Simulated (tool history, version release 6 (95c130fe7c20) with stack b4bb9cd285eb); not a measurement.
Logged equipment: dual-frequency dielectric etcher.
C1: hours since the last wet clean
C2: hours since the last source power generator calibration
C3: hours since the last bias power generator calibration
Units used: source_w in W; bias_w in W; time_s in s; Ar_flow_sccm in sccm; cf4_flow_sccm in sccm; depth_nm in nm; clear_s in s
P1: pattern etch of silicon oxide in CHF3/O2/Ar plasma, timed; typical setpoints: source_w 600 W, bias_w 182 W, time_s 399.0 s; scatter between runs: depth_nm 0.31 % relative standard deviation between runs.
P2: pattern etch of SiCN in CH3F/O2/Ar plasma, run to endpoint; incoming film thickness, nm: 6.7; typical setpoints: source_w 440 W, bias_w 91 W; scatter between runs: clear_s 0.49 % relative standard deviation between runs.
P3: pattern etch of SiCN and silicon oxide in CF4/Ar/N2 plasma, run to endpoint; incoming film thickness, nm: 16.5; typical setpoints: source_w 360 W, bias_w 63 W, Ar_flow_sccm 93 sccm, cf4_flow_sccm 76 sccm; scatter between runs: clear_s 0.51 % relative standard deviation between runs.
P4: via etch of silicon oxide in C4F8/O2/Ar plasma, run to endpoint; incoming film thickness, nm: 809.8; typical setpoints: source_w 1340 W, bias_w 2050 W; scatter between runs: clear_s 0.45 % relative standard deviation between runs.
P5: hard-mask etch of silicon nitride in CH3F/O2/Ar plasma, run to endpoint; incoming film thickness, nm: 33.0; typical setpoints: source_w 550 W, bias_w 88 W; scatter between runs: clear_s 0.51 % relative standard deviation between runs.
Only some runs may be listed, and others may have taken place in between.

run 1 hour=17.7 | process=P1 source_w=600 bias_w=182 time_s=399.0 | C1=91.4 C2=2530.5 C3=425.3 | depth_nm=804.32
run 2 hour=27.6 | process=P1 source_w=600 bias_w=182 time_s=399.0 | C1=101.3 C2=2540.4 C3=435.2 | depth_nm=803.45
run 3 hour=39.6 | process=P5 source_w=550 bias_w=123 | C1=113.3 C2=2552.4 C3=447.2 | clear_s=36.164
run 4 hour=56.7 | process=P5 source_w=550 bias_w=88 | C1=130.4 C2=2569.5 C3=464.3 | clear_s=40.953
run 5 hour=73.7 | process=P1 source_w=600 bias_w=182 time_s=399.0 | C1=147.4 C2=2586.5 C3=481.3 | depth_nm=806.93
run 6 hour=89.2 | process=P1 source_w=750 bias_w=182 time_s=558.5 | C1=162.9 C2=2602.0 C3=496.8 | depth_nm=1220.10
run 7 hour=107.9 | process=P1 source_w=600 bias_w=182 time_s=399.0 | C1=181.6 C2=2620.7 C3=515.5 | depth_nm=802.79
run 8 hour=124.4 | process=P1 source_w=600 bias_w=219 time_s=399.0 | C1=198.1 C2=2637.2 C3=532.0 | depth_nm=854.49
run 9 hour=134.7 | process=P4 source_w=1340 bias_w=2050 | C1=208.4 C2=2647.5 C3=542.3 | clear_s=186.910
run 10 hour=143.4 | process=P5 source_w=770 bias_w=88 | C1=217.1 C2=2656.2 C3=551.0 | clear_s=35.746
run 11 hour=154.9 | process=P4 source_w=1340 bias_w=2050 | C1=228.6 C2=2667.7 C3=562.5 | clear_s=187.640
run 12 hour=169.0 | process=P3 source_w=360 bias_w=38 Ar_flow_sccm=93 cf4_flow_sccm=76 | C1=242.7 C2=2681.8 C3=576.6 | clear_s=28.841
run 13 hour=179.2 | process=P2 source_w=580 bias_w=91 | C1=252.9 C2=2692.0 C3=586.8 | clear_s=14.567
run 14 hour=196.2 | process=P1 source_w=720 bias_w=243 time_s=399.0 | C1=269.9 C2=2709.0 C3=603.8 | depth_nm=947.42
run 15 hour=215.1 | process=P2 source_w=440 bias_w=91 | C1=288.8 C2=2727.9 C3=622.7 | clear_s=15.922
run 16 hour=226.8 | process=P2 source_w=440 bias_w=91 | C1=300.5 C2=2739.6 C3=634.4 | clear_s=15.863
run 17 hour=235.4 | process=P2 source_w=440 bias_w=123 | C1=309.1 C2=2748.2 C3=643.0 | clear_s=14.273
run 18 hour=250.6 | process=P1 source_w=820 bias_w=182 time_s=399.0 | C1=324.3 C2=2763.4 C3=658.2 | depth_nm=906.38
run 19 hour=267.5 | process=P1 source_w=600 bias_w=182 time_s=260.5 | C1=341.2 C2=2780.3 C3=675.1 | depth_nm=525.10
run 20 hour=280.2 | process=P1 source_w=600 bias_w=182 time_s=399.0 | C1=353.9 C2=2793.0 C3=687.8 | depth_nm=802.04
run 21 hour=298.6 | process=P3 source_w=360 bias_w=63 Ar_flow_sccm=75 cf4_flow_sccm=76 | C1=372.3 C2=2811.4 C3=706.2 | clear_s=23.682
run 22 hour=309.7 | process=P3 source_w=360 bias_w=63 Ar_flow_sccm=93 cf4_flow_sccm=47 | C1=383.4 C2=2822.5 C3=717.3 | clear_s=26.377
run 23 hour=327.7 | process=P1 source_w=600 bias_w=182 time_s=519.5 | C1=401.4 C2=2840.5 C3=735.3 | depth_nm=1045.50
run 24 hour=341.1 | process=P1 source_w=600 bias_w=121 time_s=399.0 | C1=414.8 C2=2853.9 C3=748.7 | depth_nm=699.33
run 25 hour=356.6 | process=P4 source_w=1010 bias_w=2050 | C1=430.3 C2=2869.4 C3=764.2 | clear_s=209.970
run 26 hour=369.5 | process=P4 source_w=1340 bias_w=2585 | C1=443.2 C2=2882.3 C3=777.1 | clear_s=174.890
run 27 hour=387.7 | process=P1 source_w=420 bias_w=182 time_s=399.0 | C1=461.4 C2=2900.5 C3=795.3 | depth_nm=700.42
run 28 hour=400.1 | process=P3 source_w=360 bias_w=63 Ar_flow_sccm=93 cf4_flow_sccm=76 | C1=473.8 C2=2912.9 C3=807.7 | clear_s=24.818
run 29 hour=410.2 | process=P1 source_w=600 bias_w=182 time_s=399.0 | C1=483.9 C2=2923.0 C3=817.8 | depth_nm=801.45
run 30 hour=425.7 | process=P3 source_w=430 bias_w=63 Ar_flow_sccm=93 cf4_flow_sccm=76 | C1=499.4 C2=2938.5 C3=833.3 | clear_s=21.057
run 31 hour=442.2 | process=P1 source_w=600 bias_w=182 time_s=399.0 | C1=515.9 C2=2955.0 C3=849.8 | depth_nm=801.60
run 32 hour=459.0 | process=P1 source_w=600 bias_w=182 time_s=399.0 | C1=532.7 C2=2971.8 C3=866.6 | depth_nm=796.51
run 33 hour=474.4 | process=P1 source_w=600 bias_w=182 time_s=399.0 | C1=548.1 C2=2987.2 C3=882.0 | depth_nm=793.64
run 34 hour=485.6 | process=P1 source_w=600 bias_w=182 time_s=399.0 | C1=559.3 C2=2998.4 C3=893.2 | depth_nm=789.63
-- hour=497.8 wet clean of the chamber
run 35 hour=502.1 | process=P1 source_w=600 bias_w=182 time_s=399.0 | C1=4.3 C2=3014.9 C3=909.7 | depth_nm=789.76
run 36 hour=512.1 | process=P1 source_w=600 bias_w=182 time_s=399.0 | C1=14.3 C2=3024.9 C3=919.7 | depth_nm=793.57
run 37 hour=522.2 | process=P1 source_w=600 bias_w=182 time_s=399.0 | C1=24.4 C2=3035.0 C3=929.8 | depth_nm=791.67
run 38 hour=533.7 | process=P1 source_w=600 bias_w=182 time_s=399.0 | C1=35.9 C2=3046.5 C3=941.3 | depth_nm=788.94

The output of P1 has drifted from where it used to be. Each of the 2 causes below, taken at the size shown beside it, accounts for the log equally well:
A: bias power that arrives under what is set, % = 4.5
B: source power that arrives under what is set, % = 3.96
The onset of the drift is placed at about hour 442.2.
Every other cause this tool's parts could produce, and why it does not fit the log:
chamber walls in a state that lowers the etch rate, %: maintenance at hour 497.8, after the shift began, did not return the process to its former output

Consider the 4 check runs below, whose results appear as question marks and each of which averages 3 wafers. Which one distinguishes the causes, in that each cause would give it a clearly different result?
run check 1 hour=545.2 | process=P3 source_w=360 bias_w=38 Ar_flow_sccm=93 cf4_flow_sccm=50 | clear_s=?
run check 2 hour=545.2 | process=P4 source_w=1020 bias_w=2050 | clear_s=?
run check 3 hour=545.2 | process=P5 source_w=750 bias_w=88 | clear_s=?
run check 4 hour=545.2 | process=P2 source_w=550 bias_w=114 | clear_s=?

Outcome of each check run for each possible cause:
check=check_1 result=clear_s if_A=31.374 if_B=32.071
check=check_2 result=clear_s if_A=211.920 if_B=212.350
check=check_3 result=clear_s if_A=36.768 if_B=36.758
check=check_4 result=clear_s if_A=13.782 if_B=13.748
Separation of the two closest causes in each check, using whichever result separates them best: check 1 2.2 %; check 2 0.2 %; check 3 0.03 %; check 4 0.25 %
Check 1 distinguishes between the causes, while the remaining checks would return nearly the same result for all of them.

Check 1 was then run and gave: clear_s 31.446 s. Which cause is it?

The correct cause is A, namely: bias power that arrives under what is set, %.
